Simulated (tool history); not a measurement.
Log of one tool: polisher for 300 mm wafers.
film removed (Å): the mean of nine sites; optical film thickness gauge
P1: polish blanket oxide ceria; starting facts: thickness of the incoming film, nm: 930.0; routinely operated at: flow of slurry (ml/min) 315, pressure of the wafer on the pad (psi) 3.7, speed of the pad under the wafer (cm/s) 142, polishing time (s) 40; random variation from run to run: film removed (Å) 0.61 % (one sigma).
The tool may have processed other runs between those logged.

run,hour,flow of slurry (ml/min),pressure of the wafer on the pad (psi),speed of the pad under the wafer (cm/s),polishing time (s),wafers polished on this pad,hours since the slurry nozzle was cleaned,hours since the head pressure was calibrated,film removed (Å)
1,8,315,3.7,142,40,312,54.5,648.7,3403.9
2,12.9,315,3.7,98,27,388,59.4,653.6,1589.9
3,17.9,190,3.7,142,40,465,64.4,658.6,3235.8
4,24.1,430,3.7,142,40,561,70.6,664.8,3502.7
5,30.7,315,3.7,224,40,663,77.2,671.4,5385.7
6,36.2,315,3.7,64,40,749,82.7,676.9,1535.2
7,42.8,315,1.7,142,40,851,89.3,683.5,1570.4
8,51.6,315,5.4,142,40,987,98.1,692.3,5011.8
9,57.8,315,3.7,142,58,1083,104.3,698.5,4936.9
10,67,315,3.7,142,18,1225,113.5,707.7,1559.8
11,74.4,315,3.7,142,40,1340,120.9,715.1,3422.8
12,83.8,210,1.8,142,40,1485,130.3,724.5,1601.7
13,92,315,3.7,142,40,1612,138.5,732.7,3440.8
14,98.7,190,3.7,142,28,1716,145.2,739.4,2260.2
15,107.9,315,3.7,142,40,1858,154.4,748.6,3420.5
16,117,315,3.7,142,40,1999,163.5,757.7,3414.7
17,125.6,315,3.7,142,40,2132,172.1,766.3,3328.9
18,131.3,315,3.7,142,40,2220,177.8,772,3289.7
19,140.3,315,3.7,142,40,2359,186.8,781,3298.1
20,148.8,315,3.7,142,40,2491,195.3,789.5,3282.8
# hour 150.2: head pressure recalibrated
21,153,315,3.7,142,40,2556,199.5,2.9,3254.9
22,159.2,315,3.7,142,40,2652,205.7,9.1,3266.5
23,167.9,315,3.7,142,40,2787,214.4,17.8,3207.5

Compared with where it was, what P1 gives has crept away. Each cause listed below fits the log as well as the rest, at the size given for it:
A: slurry flow missing at the pad, % = 38.5
B: removal rate lost through wear of the pad, % = 5.12
The onset of the drift is placed at about hour 117.
Why every other cause is out:
head's pressure below its setpoint, %: maintenance at hour 150.2, after the shift began, did not return the process to its former output

Which of the 4 check runs listed below, each an average over 2 wafers with its results shown as question marks, gives clearly different results under the different listed causes?
check 1,176.6,315,3.7,222,55,,,,?
check 2,176.6,190,5.3,142,40,,,,?
check 3,176.6,315,4.8,64,40,,,,?
check 4,176.6,315,3.7,216,21,,,,?

Check results expected under each cause:
check,result,if A,if B
check 1,film removed (Å),6960.6,6960.5
check 2,film removed (Å),4251.6,4389.1
check 3,film removed (Å),1893.3,1893.2
check 4,film removed (Å),2585.9,2585.8
Separation of the two closest causes in each check, using whichever result separates them best: check 1 0 %; check 2 3.18 %; check 3 0 %; check 4 0 %
The causes can be told apart only by check 2. The other checks would give nearly the same results under each of them.

Check 2 was carried out, with these results: film removed (Å) 4282.4. Which of the listed causes is responsible?

Of the candidate causes, it is A: slurry flow missing at the pad, %.
